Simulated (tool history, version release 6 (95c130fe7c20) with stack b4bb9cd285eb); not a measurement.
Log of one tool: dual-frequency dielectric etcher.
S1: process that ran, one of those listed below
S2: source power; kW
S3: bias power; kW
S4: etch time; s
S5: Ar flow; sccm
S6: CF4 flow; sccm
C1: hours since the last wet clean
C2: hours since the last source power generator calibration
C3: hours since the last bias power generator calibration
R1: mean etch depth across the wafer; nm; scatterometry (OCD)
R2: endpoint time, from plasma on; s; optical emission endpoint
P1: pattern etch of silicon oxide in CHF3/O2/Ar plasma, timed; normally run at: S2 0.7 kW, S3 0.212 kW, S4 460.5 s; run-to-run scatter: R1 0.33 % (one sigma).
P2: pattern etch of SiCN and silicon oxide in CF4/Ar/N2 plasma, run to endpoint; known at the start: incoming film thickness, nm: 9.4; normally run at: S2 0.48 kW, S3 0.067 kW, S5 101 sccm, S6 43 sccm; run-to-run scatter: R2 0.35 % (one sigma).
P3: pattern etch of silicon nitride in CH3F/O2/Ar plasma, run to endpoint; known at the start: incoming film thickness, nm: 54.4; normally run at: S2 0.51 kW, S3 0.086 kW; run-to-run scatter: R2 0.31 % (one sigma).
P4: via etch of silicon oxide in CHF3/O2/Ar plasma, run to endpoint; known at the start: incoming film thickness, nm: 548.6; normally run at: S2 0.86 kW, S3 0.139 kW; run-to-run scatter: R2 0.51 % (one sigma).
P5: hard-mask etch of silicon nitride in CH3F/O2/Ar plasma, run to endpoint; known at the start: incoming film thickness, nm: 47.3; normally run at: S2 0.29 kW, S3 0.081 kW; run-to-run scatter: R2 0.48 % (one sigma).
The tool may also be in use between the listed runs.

| run | hour | S1 | S2 | S3 | S4 | S5 | S6 | C1 | C2 | C3 | R1 | R2 |
|---|---|---|---|---|---|---|---|---|---|---|---|---|
| 1 | 13.6 | P1 | 0.7 | 0.212 | 460.5 |  |  | 393.1 | 1144.4 | 826.3 | 999.59 |  |
| 2 | 21.6 | P1 | 0.95 | 0.212 | 625.5 |  |  | 401.1 | 1152.4 | 834.3 | 1526.1 |  |
| 3 | 30.1 | P3 | 0.72 | 0.086 |  |  |  | 409.6 | 1160.9 | 842.8 |  | 58.099 |
| 4 | 36.7 | P2 | 0.48 | 0.067 |  | 101 | 33 | 416.2 | 1167.5 | 849.4 |  | 11.903 |
| 5 | 46.4 | P1 | 0.7 | 0.212 | 690 |  |  | 425.9 | 1177.2 | 859.1 | 1507.1 |  |
| 6 | 59.5 | P2 | 0.48 | 0.067 |  | 134 | 43 | 439 | 1190.3 | 872.2 |  | 11.913 |
| 7 | 66.6 | P1 | 0.7 | 0.212 | 460.5 |  |  | 446.1 | 1197.4 | 879.3 | 1006.7 |  |
| 8 | 78.1 | P1 | 0.7 | 0.212 | 322 |  |  | 457.6 | 1208.9 | 890.8 | 698.69 |  |
| 9 | 90.2 | P5 | 0.29 | 0.081 |  |  |  | 469.7 | 1221 | 902.9 |  | 73.129 |
| 10 | 100 | P5 | 0.29 | 0.107 |  |  |  | 479.5 | 1230.8 | 912.7 |  | 66.109 |
| 11 | 110.9 | P1 | 0.7 | 0.212 | 460.5 |  |  | 490.4 | 1241.7 | 923.6 | 1004.5 |  |
| 12 | 123.2 | P3 | 0.51 | 0.086 |  |  |  | 502.7 | 1254 | 935.9 |  | 66.057 |
| 13 | 134 | P3 | 0.51 | 0.086 |  |  |  | 513.5 | 1264.8 | 946.7 |  | 66.469 |
| 14 | 146.1 | P4 | 0.6 | 0.139 |  |  |  | 525.6 | 1276.9 | 958.8 |  | 301.66 |
| 15 | 158.3 | P2 | 0.63 | 0.067 |  | 101 | 43 | 537.8 | 1289.1 | 971 |  | 8.8959 |
| 16 | 169.3 | P4 | 0.86 | 0.139 |  |  |  | 548.8 | 1300.1 | 982 |  | 265.05 |
| 17 | 179.6 | P5 | 0.29 | 0.081 |  |  |  | 559.1 | 1310.4 | 992.3 |  | 73.144 |
| 18 | 187.3 | P1 | 0.7 | 0.212 | 460.5 |  |  | 566.8 | 1318.1 | 1000 | 997.23 |  |
| 19 | 195.5 | P1 | 0.7 | 0.282 | 460.5 |  |  | 575 | 1326.3 | 1008.2 | 1104.2 |  |
| 20 | 206.2 | P2 | 0.48 | 0.067 |  | 101 | 43 | 585.7 | 1337 | 1018.9 |  | 11.297 |
| 21 | 214.5 | P3 | 0.51 | 0.065 |  |  |  | 594 | 1345.3 | 1027.2 |  | 73.039 |
| 22 | 221 | P2 | 0.48 | 0.067 |  | 101 | 43 | 600.5 | 1351.8 | 1033.7 |  | 11.388 |
| 23 | 231.8 | P5 | 0.22 | 0.081 |  |  |  | 611.3 | 1362.6 | 1044.5 |  | 81.396 |
| 24 | 237.9 | P1 | 0.89 | 0.212 | 460.5 |  |  | 617.4 | 1368.7 | 1050.6 | 1093 |  |

The next listed run, before its measurement:
| 25 | 245.7 | P4 | 0.86 | 0.096 |  |  |  | 625.2 | 1376.5 | 1058.4 |  | ? |

R2: 292.79 s
